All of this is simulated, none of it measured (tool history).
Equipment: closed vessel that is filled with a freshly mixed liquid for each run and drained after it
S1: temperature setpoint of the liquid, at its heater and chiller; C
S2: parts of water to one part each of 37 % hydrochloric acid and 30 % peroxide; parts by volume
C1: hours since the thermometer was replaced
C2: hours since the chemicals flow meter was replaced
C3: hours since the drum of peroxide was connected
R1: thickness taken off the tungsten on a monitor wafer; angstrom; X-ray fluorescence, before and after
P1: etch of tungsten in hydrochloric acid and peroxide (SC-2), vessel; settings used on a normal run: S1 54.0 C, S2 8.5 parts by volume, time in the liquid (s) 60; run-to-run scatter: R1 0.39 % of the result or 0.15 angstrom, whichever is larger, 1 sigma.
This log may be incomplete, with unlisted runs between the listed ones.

{"run": 1, "hour": 14.2, "S1": 54.0, "S2": 8.5, "time in the liquid (s)": 60, "C1": 232.1, "C2": 961.1, "C3": 509.4, "R1": 162.49}
{"run": 2, "hour": 21.0, "S1": 54.0, "S2": 8.5, "time in the liquid (s)": 60, "C1": 238.9, "C2": 967.9, "C3": 516.2, "R1": 162.41}
{"run": 3, "hour": 30.7, "S1": 65.5, "S2": 8.5, "time in the liquid (s)": 30, "C1": 248.6, "C2": 977.6, "C3": 525.9, "R1": 168.95}
{"run": 4, "hour": 40.4, "S1": 54.0, "S2": 8.5, "time in the liquid (s)": 60, "C1": 258.3, "C2": 987.3, "C3": 535.6, "R1": 162.91}
{"run": 5, "hour": 52.4, "S1": 54.0, "S2": 14.0, "time in the liquid (s)": 60, "C1": 270.3, "C2": 999.3, "C3": 547.6, "R1": 106.4}
{"run": 6, "hour": 61.7, "S1": 70.5, "S2": 8.5, "time in the liquid (s)": 60, "C1": 279.6, "C2": 1008.6, "C3": 556.9, "R1": 453.54}
{"run": 7, "hour": 73.2, "S1": 54.0, "S2": 8.5, "time in the liquid (s)": 110, "C1": 291.1, "C2": 1020.1, "C3": 568.4, "R1": 297.26}
{"run": 8, "hour": 85.7, "S1": 54.0, "S2": 13.0, "time in the liquid (s)": 30, "C1": 303.6, "C2": 1032.6, "C3": 580.9, "R1": 57.343}
{"hour": 87.3, "done": "new drum of peroxide connected"}
{"run": 9, "hour": 93.7, "S1": 54.0, "S2": 8.5, "time in the liquid (s)": 60, "C1": 311.6, "C2": 1040.6, "C3": 6.4, "R1": 163.21}
{"run": 10, "hour": 102.0, "S1": 43.0, "S2": 8.5, "time in the liquid (s)": 115, "C1": 319.9, "C2": 1048.9, "C3": 14.7, "R1": 148.58}
{"run": 11, "hour": 113.6, "S1": 54.0, "S2": 4.0, "time in the liquid (s)": 60, "C1": 331.5, "C2": 1060.5, "C3": 26.3, "R1": 287.18}
{"run": 12, "hour": 127.5, "S1": 39.0, "S2": 8.5, "time in the liquid (s)": 60, "C1": 345.4, "C2": 1074.4, "C3": 40.2, "R1": 58.78}
{"run": 13, "hour": 134.1, "S1": 54.0, "S2": 8.5, "time in the liquid (s)": 30, "C1": 352.0, "C2": 1081.0, "C3": 46.8, "R1": 81.33}
{"run": 14, "hour": 148.1, "S1": 54.0, "S2": 8.5, "time in the liquid (s)": 60, "C1": 366.0, "C2": 1095.0, "C3": 60.8, "R1": 162.89}
{"run": 15, "hour": 157.0, "S1": 54.0, "S2": 8.5, "time in the liquid (s)": 60, "C1": 374.9, "C2": 1103.9, "C3": 69.7, "R1": 155.67}
{"run": 16, "hour": 167.7, "S1": 54.0, "S2": 8.5, "time in the liquid (s)": 60, "C1": 385.6, "C2": 1114.6, "C3": 80.4, "R1": 152.22}
{"run": 17, "hour": 176.1, "S1": 54.0, "S2": 8.5, "time in the liquid (s)": 60, "C1": 394.0, "C2": 1123.0, "C3": 88.8, "R1": 149.99}
{"run": 18, "hour": 184.3, "S1": 54.0, "S2": 8.5, "time in the liquid (s)": 60, "C1": 402.2, "C2": 1131.2, "C3": 97.0, "R1": 150.06}

Run 19 has not been measured yet. What should we expect?
{"hour": 188.7, "done": "new drum of peroxide connected"}
{"run": 19, "hour": 197.9, "S1": 54.0, "S2": 8.5, "time in the liquid (s)": 60, "C1": 415.8, "C2": 1144.8, "C3": 9.2, "R1": "?"}

R1: 148.430 angstrom
